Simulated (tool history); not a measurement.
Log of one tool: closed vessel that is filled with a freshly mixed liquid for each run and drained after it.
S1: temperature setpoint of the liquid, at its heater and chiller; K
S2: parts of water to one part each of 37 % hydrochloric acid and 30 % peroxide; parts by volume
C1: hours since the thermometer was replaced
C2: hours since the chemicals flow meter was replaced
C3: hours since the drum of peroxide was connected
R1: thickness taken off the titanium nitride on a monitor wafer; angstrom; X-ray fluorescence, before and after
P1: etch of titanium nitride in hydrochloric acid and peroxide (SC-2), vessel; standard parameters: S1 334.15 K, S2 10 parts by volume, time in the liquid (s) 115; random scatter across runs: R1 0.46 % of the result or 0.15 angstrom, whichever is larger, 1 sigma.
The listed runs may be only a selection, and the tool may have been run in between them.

run 1 hour=9.9 | S1=334.15 S2=10 time_in_the_liquid_(s)=115 | C1=1179.1 C2=159.6 C3=924.6 | R1=67.98
run 2 hour=15.8 | S1=334.15 S2=10 time_in_the_liquid_(s)=30 | C1=1185 C2=165.5 C3=930.5 | R1=17.414
run 3 hour=27.5 | S1=345.15 S2=10 time_in_the_liquid_(s)=115 | C1=1196.7 C2=177.2 C3=942.2 | R1=131.52
run 4 hour=40.6 | S1=334.15 S2=10 time_in_the_liquid_(s)=115 | C1=1209.8 C2=190.3 C3=955.3 | R1=67.363
run 5 hour=49.9 | S1=334.15 S2=10 time_in_the_liquid_(s)=115 | C1=1219.1 C2=199.6 C3=964.6 | R1=67.97
run 6 hour=60.8 | S1=334.15 S2=10 time_in_the_liquid_(s)=185 | C1=1230 C2=210.5 C3=975.5 | R1=109.36
run 7 hour=69.9 | S1=341.15 S2=10 time_in_the_liquid_(s)=190 | C1=1239.1 C2=219.6 C3=984.6 | R1=171.49
run 8 hour=79.8 | S1=334.15 S2=10 time_in_the_liquid_(s)=115 | C1=1249 C2=229.5 C3=994.5 | R1=67.586
run 9 hour=92 | S1=345.15 S2=7 time_in_the_liquid_(s)=115 | C1=1261.2 C2=241.7 C3=1006.7 | R1=175.62
-- hour=96.1 chemicals flow meter replaced
run 10 hour=98.7 | S1=334.15 S2=10 time_in_the_liquid_(s)=115 | C1=1267.9 C2=2.6 C3=1013.4 | R1=67.56
run 11 hour=110.3 | S1=321.65 S2=10 time_in_the_liquid_(s)=115 | C1=1279.5 C2=14.2 C3=1025 | R1=29.795
run 12 hour=122.8 | S1=334.15 S2=4 time_in_the_liquid_(s)=115 | C1=1292 C2=26.7 C3=1037.5 | R1=135.58
run 13 hour=128.5 | S1=334.15 S2=16 time_in_the_liquid_(s)=115 | C1=1297.7 C2=32.4 C3=1043.2 | R1=44.878
run 14 hour=139.4 | S1=334.15 S2=10 time_in_the_liquid_(s)=115 | C1=1308.6 C2=43.3 C3=1054.1 | R1=67.75
run 15 hour=148.9 | S1=334.15 S2=10 time_in_the_liquid_(s)=115 | C1=1318.1 C2=52.8 C3=1063.6 | R1=70.299
run 16 hour=161.1 | S1=334.15 S2=10 time_in_the_liquid_(s)=115 | C1=1330.3 C2=65 C3=1075.8 | R1=71.935
run 17 hour=169.2 | S1=334.15 S2=10 time_in_the_liquid_(s)=115 | C1=1338.4 C2=73.1 C3=1083.9 | R1=72.281
run 18 hour=179.8 | S1=334.15 S2=10 time_in_the_liquid_(s)=115 | C1=1349 C2=83.7 C3=1094.5 | R1=72.81
run 19 hour=186.3 | S1=334.15 S2=10 time_in_the_liquid_(s)=115 | C1=1355.5 C2=90.2 C3=1101 | R1=73.492
run 20 hour=194.5 | S1=334.15 S2=10 time_in_the_liquid_(s)=115 | C1=1363.7 C2=98.4 C3=1109.2 | R1=73.69
run 21 hour=203.8 | S1=334.15 S2=10 time_in_the_liquid_(s)=115 | C1=1373 C2=107.7 C3=1118.5 | R1=74.032

The output of P1 has drifted from where it used to be. Each of the 2 causes below, taken at the size shown beside it, accounts for the log equally well:
A: liquid hotter than its thermometer reads (K) = 1.33
B: chemicals flow above the setpoint (%) = 10.4
The creep began at about hour 139.4.
Excluded causes, each with its reason:
peroxide weaker than its label (%): at most 8, giving a -7.4 % change in R1: too small, or against the direction of the creep

Which of the 4 check runs listed below, each an average over 3 wafers with its results shown as question marks, gives clearly different results under the different listed causes?
run check 1 hour=213.1 | S1=341.65 S2=13.5 time_in_the_liquid_(s)=115 | R1=?
run check 2 hour=213.1 | S1=326.65 S2=10 time_in_the_liquid_(s)=45 | R1=?
run check 3 hour=213.1 | S1=321.65 S2=4 time_in_the_liquid_(s)=115 | R1=?
run check 4 hour=213.1 | S1=334.15 S2=13 time_in_the_liquid_(s)=115 | R1=?

How each check would come out, cause by cause:
check=check_1 result=R1 if_A=89.521 if_B=90.114
check=check_2 result=R1 if_A=17.88 if_B=17.797
check=check_3 result=R1 if_A=65.79 if_B=64.215
check=check_4 result=R1 if_A=58.758 if_B=58.91
Separation of the two closest causes in each check, using whichever result separates them best: check 1 0.66 %; check 2 0.47 %; check 3 2.42 %; check 4 0.26 %
The causes can be told apart only by check 3. The other checks would give nearly the same results under each of them.

Running check 3 produced the following: R1 65.748 angstrom. Which one of the listed causes fits?

It was cause A: liquid hotter than its thermometer reads (K).

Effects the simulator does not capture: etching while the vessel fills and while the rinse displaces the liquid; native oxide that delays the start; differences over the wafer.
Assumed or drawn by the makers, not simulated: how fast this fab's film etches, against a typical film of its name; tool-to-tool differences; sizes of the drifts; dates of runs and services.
